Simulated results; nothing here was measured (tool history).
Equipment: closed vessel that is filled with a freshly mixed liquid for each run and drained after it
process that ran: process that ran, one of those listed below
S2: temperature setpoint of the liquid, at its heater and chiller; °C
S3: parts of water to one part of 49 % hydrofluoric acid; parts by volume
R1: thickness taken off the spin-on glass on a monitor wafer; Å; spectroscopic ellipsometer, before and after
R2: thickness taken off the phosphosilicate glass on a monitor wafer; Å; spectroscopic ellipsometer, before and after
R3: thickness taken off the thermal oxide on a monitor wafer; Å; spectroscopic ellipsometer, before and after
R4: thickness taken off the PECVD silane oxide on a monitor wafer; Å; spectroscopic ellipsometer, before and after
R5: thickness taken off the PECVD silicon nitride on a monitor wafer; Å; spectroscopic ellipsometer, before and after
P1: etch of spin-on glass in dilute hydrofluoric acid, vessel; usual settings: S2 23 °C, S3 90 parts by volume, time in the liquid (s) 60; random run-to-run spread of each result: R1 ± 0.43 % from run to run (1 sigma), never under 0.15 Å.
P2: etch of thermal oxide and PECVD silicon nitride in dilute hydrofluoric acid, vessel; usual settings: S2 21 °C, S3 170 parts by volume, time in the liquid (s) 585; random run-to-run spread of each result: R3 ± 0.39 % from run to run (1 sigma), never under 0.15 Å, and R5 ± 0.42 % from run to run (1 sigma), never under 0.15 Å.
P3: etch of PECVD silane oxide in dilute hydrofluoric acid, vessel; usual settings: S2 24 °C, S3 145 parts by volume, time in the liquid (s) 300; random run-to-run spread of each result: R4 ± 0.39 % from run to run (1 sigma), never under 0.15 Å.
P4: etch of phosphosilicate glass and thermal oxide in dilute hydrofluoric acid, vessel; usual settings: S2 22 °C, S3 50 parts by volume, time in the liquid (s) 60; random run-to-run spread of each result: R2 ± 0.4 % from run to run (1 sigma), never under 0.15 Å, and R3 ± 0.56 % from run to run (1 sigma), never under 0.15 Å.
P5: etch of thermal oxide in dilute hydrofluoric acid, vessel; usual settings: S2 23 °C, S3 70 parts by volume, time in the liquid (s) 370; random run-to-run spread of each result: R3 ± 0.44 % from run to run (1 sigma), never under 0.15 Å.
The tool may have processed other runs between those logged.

{"run": 1, "day": 0.612, "process that ran": "P1", "S2": 23, "S3": 90, "time in the liquid (s)": 60, "R1": 178.48}
{"run": 2, "day": 1.404, "process that ran": "P4", "S2": 22, "S3": 50, "time in the liquid (s)": 60, "R2": 1461.6, "R3": 56.563}
{"run": 3, "day": 2.208, "process that ran": "P1", "S2": 30.5, "S3": 45, "time in the liquid (s)": 60, "R1": 513.72}
{"run": 4, "day": 2.942, "process that ran": "P4", "S2": 22, "S3": 50, "time in the liquid (s)": 100, "R2": 2440.5, "R3": 93.222}
{"run": 5, "day": 3.467, "process that ran": "P1", "S2": 23, "S3": 90, "time in the liquid (s)": 30, "R1": 89.699}
{"run": 6, "day": 3.917, "process that ran": "P1", "S2": 23, "S3": 90, "time in the liquid (s)": 60, "R1": 179.88}
{"run": 7, "day": 4.396, "process that ran": "P3", "S2": 24, "S3": 145, "time in the liquid (s)": 300, "R4": 405.25}
{"run": 8, "day": 5.104, "process that ran": "P4", "S2": 22, "S3": 50, "time in the liquid (s)": 60, "R2": 1460.5, "R3": 56.317}
{"run": 9, "day": 5.462, "process that ran": "P1", "S2": 23, "S3": 90, "time in the liquid (s)": 90, "R1": 269.34}
{"run": 10, "day": 6.229, "process that ran": "P3", "S2": 24, "S3": 145, "time in the liquid (s)": 105, "R4": 141}
{"run": 11, "day": 6.95, "process that ran": "P2", "S2": 21, "S3": 170, "time in the liquid (s)": 1000, "R3": 235.94, "R5": 280.98}
{"run": 12, "day": 7.362, "process that ran": "P5", "S2": 31, "S3": 70, "time in the liquid (s)": 370, "R3": 349.44}
{"run": 13, "day": 7.721, "process that ran": "P4", "S2": 22, "S3": 90, "time in the liquid (s)": 60, "R2": 767.76, "R3": 30.115}
{"run": 14, "day": 8.496, "process that ran": "P1", "S2": 26.5, "S3": 90, "time in the liquid (s)": 60, "R1": 204.44}
{"run": 15, "day": 8.875, "process that ran": "P5", "S2": 23, "S3": 70, "time in the liquid (s)": 370, "R3": 257.38}
{"run": 16, "day": 9.658, "process that ran": "P2", "S2": 21, "S3": 170, "time in the liquid (s)": 585, "R3": 137.92, "R5": 163.25}
{"run": 17, "day": 10.321, "process that ran": "P5", "S2": 23, "S3": 70, "time in the liquid (s)": 370, "R3": 256.08}
{"run": 18, "day": 10.708, "process that ran": "P1", "S2": 23, "S3": 90, "time in the liquid (s)": 60, "R1": 179.78}
{"run": 19, "day": 11.258, "process that ran": "P5", "S2": 23, "S3": 100, "time in the liquid (s)": 370, "R3": 172.63}
{"run": 20, "day": 12.038, "process that ran": "P3", "S2": 24, "S3": 30, "time in the liquid (s)": 300, "R4": 2236.4}
{"run": 21, "day": 12.538, "process that ran": "P1", "S2": 23, "S3": 90, "time in the liquid (s)": 60, "R1": 178.83}
{"run": 22, "day": 13.3, "process that ran": "P2", "S2": 21, "S3": 290, "time in the liquid (s)": 585, "R3": 71.997, "R5": 97.116}
{"run": 23, "day": 13.95, "process that ran": "P3", "S2": 24, "S3": 145, "time in the liquid (s)": 300, "R4": 402.19}
{"run": 24, "day": 14.379, "process that ran": "P1", "S2": 23, "S3": 135, "time in the liquid (s)": 35, "R1": 66.141}
{"run": 25, "day": 15.129, "process that ran": "P3", "S2": 30.5, "S3": 145, "time in the liquid (s)": 300, "R4": 508.45}
{"run": 26, "day": 15.612, "process that ran": "P1", "S2": 23, "S3": 90, "time in the liquid (s)": 60, "R1": 178.64}
{"run": 27, "day": 16.258, "process that ran": "P5", "S2": 23, "S3": 70, "time in the liquid (s)": 200, "R3": 138.33}
{"run": 28, "day": 16.988, "process that ran": "P1", "S2": 23, "S3": 20, "time in the liquid (s)": 60, "R1": 886.5}
{"run": 29, "day": 17.412, "process that ran": "P2", "S2": 27, "S3": 170, "time in the liquid (s)": 585, "R3": 173.14, "R5": 241.03}
{"run": 30, "day": 18.071, "process that ran": "P1", "S2": 18, "S3": 90, "time in the liquid (s)": 60, "R1": 145.2}
{"run": 31, "day": 18.662, "process that ran": "P4", "S2": 28, "S3": 50, "time in the liquid (s)": 60, "R2": 1869.3, "R3": 72.091}
{"run": 32, "day": 19.05, "process that ran": "P1", "S2": 23, "S3": 150, "time in the liquid (s)": 60, "R1": 99.692}
{"run": 33, "day": 19.6, "process that ran": "P1", "S2": 23, "S3": 90, "time in the liquid (s)": 60, "R1": 177.8}
{"run": 34, "day": 20.171, "process that ran": "P1", "S2": 23, "S3": 90, "time in the liquid (s)": 60, "R1": 172.41}
{"run": 35, "day": 20.662, "process that ran": "P1", "S2": 23, "S3": 90, "time in the liquid (s)": 60, "R1": 172.24}
{"run": 36, "day": 21.204, "process that ran": "P1", "S2": 23, "S3": 90, "time in the liquid (s)": 60, "R1": 169.25}
{"run": 37, "day": 21.812, "process that ran": "P1", "S2": 23, "S3": 90, "time in the liquid (s)": 60, "R1": 168.64}
{"run": 38, "day": 22.621, "process that ran": "P1", "S2": 23, "S3": 90, "time in the liquid (s)": 60, "R1": 167.28}
{"run": 39, "day": 23.321, "process that ran": "P1", "S2": 23, "S3": 90, "time in the liquid (s)": 60, "R1": 166.99}
{"run": 40, "day": 23.708, "process that ran": "P1", "S2": 23, "S3": 90, "time in the liquid (s)": 60, "R1": 166.05}

What P1 gives has crept off from where it sat before. The 2 causes that follow fit the log equally well, each at the size noted:
A: hydrofluoric acid flow below the setpoint (%) = 6.25
B: liquid colder than its thermometer reads (K) = 1.77
The creep began at about day 19.6.

Of the 4 check runs listed below, each run on one wafer and each result written as a question mark, which would let you distinguish the listed causes because they would give clearly different results?
{"run": "check 1", "day": 24.096, "process that ran": "P3", "S2": 28, "S3": 55, "time in the liquid (s)": 300, "R4": "?"}
{"run": "check 2", "day": 24.096, "process that ran": "P4", "S2": 27, "S3": 50, "time in the liquid (s)": 85, "R2": "?", "R3": "?"}
{"run": "check 3", "day": 24.096, "process that ran": "P5", "S2": 30, "S3": 70, "time in the liquid (s)": 370, "R3": "?"}
{"run": "check 4", "day": 24.096, "process that ran": "P2", "S2": 26, "S3": 170, "time in the liquid (s)": 585, "R3": "?", "R5": "?"}

Check results expected under each cause:
check=check_1 result=R4 if_A=1298 if_B=1296.9
check=check_2 result=R2 if_A=2373.4 if_B=2367.7
check=check_2 result=R3 if_A=91.651 if_B=91.43
check=check_3 result=R3 if_A=314.05 if_B=314.94
check=check_4 result=R3 if_A=154.24 if_B=156.05
check=check_4 result=R5 if_A=211.44 if_B=201.6
Separation of the two closest causes in each check, using whichever result separates them best: check 1 0.08 %; check 2 0.24 %; check 3 0.28 %; check 4 4.77 %
The other checks would show nearly matching results whichever cause is true, so check 4 is the only one that separates the causes.

Here is what check 4 returned: R3 153.37 Å; R5 211.26 Å. Which cause is it?

A is the cause: hydrofluoric acid flow below the setpoint (%).
